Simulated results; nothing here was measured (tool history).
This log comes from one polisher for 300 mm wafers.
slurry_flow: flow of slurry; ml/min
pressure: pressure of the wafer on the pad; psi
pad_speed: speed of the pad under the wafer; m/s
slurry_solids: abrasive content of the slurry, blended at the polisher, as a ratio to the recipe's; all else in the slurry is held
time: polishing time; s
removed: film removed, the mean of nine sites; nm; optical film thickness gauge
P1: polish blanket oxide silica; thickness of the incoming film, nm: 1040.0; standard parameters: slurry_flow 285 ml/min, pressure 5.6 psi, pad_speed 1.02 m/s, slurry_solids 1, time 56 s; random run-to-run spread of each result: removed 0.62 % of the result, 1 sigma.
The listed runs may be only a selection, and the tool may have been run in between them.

Run 1, hour 7.6: slurry_flow 285 ml/min, pressure 5.6 psi, pad_speed 1.02 m/s, slurry_solids 1, time 56 s. Result: removed 206.66 nm.
Run 2, hour 18.5: slurry_flow 285 ml/min, pressure 5.6 psi, pad_speed 1.02 m/s, slurry_solids 1.45, time 56 s. Result: removed 241.04 nm.
Run 3, hour 31.9: slurry_flow 170 ml/min, pressure 5.6 psi, pad_speed 1.02 m/s, slurry_solids 1, time 56 s. Result: removed 193.57 nm.
Run 4, hour 44.9: slurry_flow 285 ml/min, pressure 5.6 psi, pad_speed 1.02 m/s, slurry_solids 1, time 71 s. Result: removed 260.83 nm.
Run 5, hour 53.6: slurry_flow 285 ml/min, pressure 3 psi, pad_speed 1.44 m/s, slurry_solids 1, time 56 s. Result: removed 144.97 nm.
Run 6, hour 62.4: slurry_flow 170 ml/min, pressure 5.6 psi, pad_speed 0.56 m/s, slurry_solids 1, time 56 s. Result: removed 118.24 nm.
Run 7, hour 71.8: slurry_flow 285 ml/min, pressure 5.6 psi, pad_speed 1.02 m/s, slurry_solids 1, time 56 s. Result: removed 201.67 nm.
Run 8, hour 79.5: slurry_flow 285 ml/min, pressure 5.6 psi, pad_speed 1.02 m/s, slurry_solids 1, time 56 s. Result: removed 206.57 nm.
Run 9, hour 95.8: slurry_flow 285 ml/min, pressure 5.6 psi, pad_speed 1.54 m/s, slurry_solids 1, time 56 s. Result: removed 284.59 nm.
Run 10, hour 109.7: slurry_flow 285 ml/min, pressure 5.6 psi, pad_speed 1.02 m/s, slurry_solids 1, time 56 s. Result: removed 205.26 nm.
Run 11, hour 120.8: slurry_flow 285 ml/min, pressure 5.6 psi, pad_speed 1.02 m/s, slurry_solids 1, time 56 s. Result: removed 203.85 nm.
Run 12, hour 132.8: slurry_flow 285 ml/min, pressure 5.6 psi, pad_speed 1.02 m/s, slurry_solids 1, time 39 s. Result: removed 142.79 nm.
Run 13, hour 149.2: slurry_flow 285 ml/min, pressure 7 psi, pad_speed 1.02 m/s, slurry_solids 1, time 56 s. Result: removed 254.37 nm.
At hour 163.3: head pressure recalibrated.
Run 14, hour 165.3: slurry_flow 285 ml/min, pressure 5.6 psi, pad_speed 1.02 m/s, slurry_solids 0.55, time 56 s. Result: removed 149.87 nm.
Run 15, hour 174.2: slurry_flow 285 ml/min, pressure 5.6 psi, pad_speed 0.5 m/s, slurry_solids 1, time 56 s. Result: removed 117.37 nm.
Run 16, hour 183.8: slurry_flow 285 ml/min, pressure 5.6 psi, pad_speed 1.02 m/s, slurry_solids 1, time 56 s. Result: removed 207.68 nm.
Run 17, hour 192.5: slurry_flow 390 ml/min, pressure 5.6 psi, pad_speed 1.02 m/s, slurry_solids 1, time 56 s. Result: removed 210.11 nm.
Run 18, hour 208.1: slurry_flow 285 ml/min, pressure 3.3 psi, pad_speed 1.02 m/s, slurry_solids 1, time 56 s. Result: removed 119.94 nm.
Run 19, hour 215.9: slurry_flow 285 ml/min, pressure 5.6 psi, pad_speed 1.02 m/s, slurry_solids 1, time 56 s. Result: removed 204.02 nm.
Run 20, hour 222.9: slurry_flow 285 ml/min, pressure 5.6 psi, pad_speed 1.02 m/s, slurry_solids 1, time 56 s. Result: removed 199.62 nm.
Run 21, hour 238.9: slurry_flow 285 ml/min, pressure 5.6 psi, pad_speed 1.02 m/s, slurry_solids 1, time 56 s. Result: removed 193.77 nm.
At hour 255.1: slurry nozzle cleaned.
Run 22, hour 255.2: slurry_flow 285 ml/min, pressure 5.6 psi, pad_speed 1.02 m/s, slurry_solids 1, time 56 s. Result: removed 189.71 nm.
At hour 256.2: head pressure recalibrated.
Run 23, hour 266.1: slurry_flow 285 ml/min, pressure 5.6 psi, pad_speed 1.02 m/s, slurry_solids 1, time 56 s. Result: removed 188.87 nm.
At hour 274.5: conditioning disc replaced and pad reconditioned.
Run 24, hour 279.5: slurry_flow 285 ml/min, pressure 5.6 psi, pad_speed 1.02 m/s, slurry_solids 1, time 56 s. Result: removed 188.22 nm.
Run 25, hour 291.8: slurry_flow 285 ml/min, pressure 5.6 psi, pad_speed 1.02 m/s, slurry_solids 1, time 56 s. Result: removed 186.9 nm.
Run 26, hour 300.5: slurry_flow 285 ml/min, pressure 5.6 psi, pad_speed 1.02 m/s, slurry_solids 1, time 56 s. Result: removed 187.28 nm.

The output of P1 has drifted from where it used to be. Each of the 2 causes below, taken at the size shown beside it, accounts for the log equally well:
A: abrasive missing from the slurry, % = 17.2
B: removal rate lost through wear of the pad, % = 8.62
The creep began at about hour 215.9.
The rest of the possible causes, and what rules out each one:
slurry flow missing at the pad, %: work on it at hour 255.1, done after the drift set in, did not restore what the process gave before
head's pressure below its setpoint, %: work on it at hour 256.2, done after the drift set in, did not restore what the process gave before
time polished since the conditioner stopped cutting, s: work on it at hour 274.5, done after the drift set in, did not restore what the process gave before

Below are 4 check runs, each averaged over 5 wafers, with their results shown as question marks. Which of them would give clearly different results depending on which cause is behind the drift?
Run check 1, hour 309.2: slurry_flow 360 ml/min, pressure 5.6 psi, pad_speed 0.76 m/s, slurry_solids 1, time 56 s. Result: removed ?.
Run check 2, hour 309.2: slurry_flow 285 ml/min, pressure 4.1 psi, pad_speed 1.02 m/s, slurry_solids 1, time 56 s. Result: removed ?.
Run check 3, hour 309.2: slurry_flow 170 ml/min, pressure 5.6 psi, pad_speed 1.02 m/s, slurry_solids 1, time 56 s. Result: removed ?.
Run check 4, hour 309.2: slurry_flow 285 ml/min, pressure 5.6 psi, pad_speed 1.02 m/s, slurry_solids 0.65, time 56 s. Result: removed ?.

If the cause were each of the candidates in turn, the checks would give the following:
  check   result    if A    if B
check 1  removed  150.84  150.85
check 2  removed  137.04  137.05
check 3  removed  175.86  175.88
check 4  removed  147.37  150.38
Separation of the two closest causes in each check, using whichever result separates them best: check 1 0.01 %; check 2 0.01 %; check 3 0.01 %; check 4 2.02 %
Only in check 4 would the causes give clearly different results; in the remaining checks their results would be nearly the same.

Check 4 was then run and gave: removed 148.08 nm. Which cause is it?

The correct cause is A, namely: abrasive missing from the slurry, %.

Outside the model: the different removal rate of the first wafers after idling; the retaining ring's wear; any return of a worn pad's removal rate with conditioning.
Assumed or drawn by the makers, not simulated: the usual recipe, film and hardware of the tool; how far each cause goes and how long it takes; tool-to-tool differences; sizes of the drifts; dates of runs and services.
